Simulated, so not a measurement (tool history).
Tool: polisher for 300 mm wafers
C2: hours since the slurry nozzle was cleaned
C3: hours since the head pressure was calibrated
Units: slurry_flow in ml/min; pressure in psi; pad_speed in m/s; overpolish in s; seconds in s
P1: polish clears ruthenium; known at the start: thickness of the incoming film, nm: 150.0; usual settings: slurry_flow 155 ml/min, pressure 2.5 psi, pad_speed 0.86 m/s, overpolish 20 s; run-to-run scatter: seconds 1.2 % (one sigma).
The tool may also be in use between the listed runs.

run 1 hour=4.4 | slurry_flow=155 pressure=2.5 pad_speed=0.86 overpolish=20 | wafers_polished_on_this_pad=184 C2=89.2 C3=75.9 | seconds=119.130
run 2 hour=10.7 | slurry_flow=155 pressure=2.5 pad_speed=0.86 overpolish=20 | wafers_polished_on_this_pad=236 C2=95.5 C3=82.2 | seconds=118.550
run 3 hour=14.9 | slurry_flow=155 pressure=2.5 pad_speed=0.86 overpolish=20 | wafers_polished_on_this_pad=271 C2=99.7 C3=86.4 | seconds=120.530
run 4 hour=18.6 | slurry_flow=155 pressure=2.5 pad_speed=0.86 overpolish=20 | wafers_polished_on_this_pad=301 C2=103.4 C3=90.1 | seconds=117.170
run 5 hour=23.6 | slurry_flow=155 pressure=2.5 pad_speed=0.86 overpolish=20 | wafers_polished_on_this_pad=343 C2=108.4 C3=95.1 | seconds=116.750
run 6 hour=27.1 | slurry_flow=155 pressure=2.5 pad_speed=0.86 overpolish=7 | wafers_polished_on_this_pad=371 C2=111.9 C3=98.6 | seconds=118.850
run 7 hour=33.6 | slurry_flow=155 pressure=2.5 pad_speed=0.86 overpolish=38 | wafers_polished_on_this_pad=425 C2=118.4 C3=105.1 | seconds=119.960
run 8 hour=40.2 | slurry_flow=155 pressure=1.8 pad_speed=0.54 overpolish=20 | wafers_polished_on_this_pad=479 C2=125.0 C3=111.7 | seconds=259.130
run 9 hour=46.1 | slurry_flow=235 pressure=2.5 pad_speed=0.86 overpolish=20 | wafers_polished_on_this_pad=528 C2=130.9 C3=117.6 | seconds=113.890
run 10 hour=49.8 | slurry_flow=155 pressure=3.6 pad_speed=0.86 overpolish=11 | wafers_polished_on_this_pad=559 C2=134.6 C3=121.3 | seconds=81.895
run 11 hour=54.6 | slurry_flow=155 pressure=1.1 pad_speed=0.86 overpolish=20 | wafers_polished_on_this_pad=598 C2=139.4 C3=126.1 | seconds=276.670
run 12 hour=61.7 | slurry_flow=155 pressure=1.5 pad_speed=0.86 overpolish=28 | wafers_polished_on_this_pad=657 C2=146.5 C3=133.2 | seconds=200.930
run 13 hour=68.1 | slurry_flow=155 pressure=2.5 pad_speed=0.54 overpolish=20 | wafers_polished_on_this_pad=709 C2=152.9 C3=139.6 | seconds=189.530

Run 14 comes next. What will it give?
run 14 hour=74.2 | slurry_flow=155 pressure=3.9 pad_speed=0.86 overpolish=20 | wafers_polished_on_this_pad=760 C2=159.0 C3=145.7 | seconds=?

{"run 14": {"seconds": 74.796}}
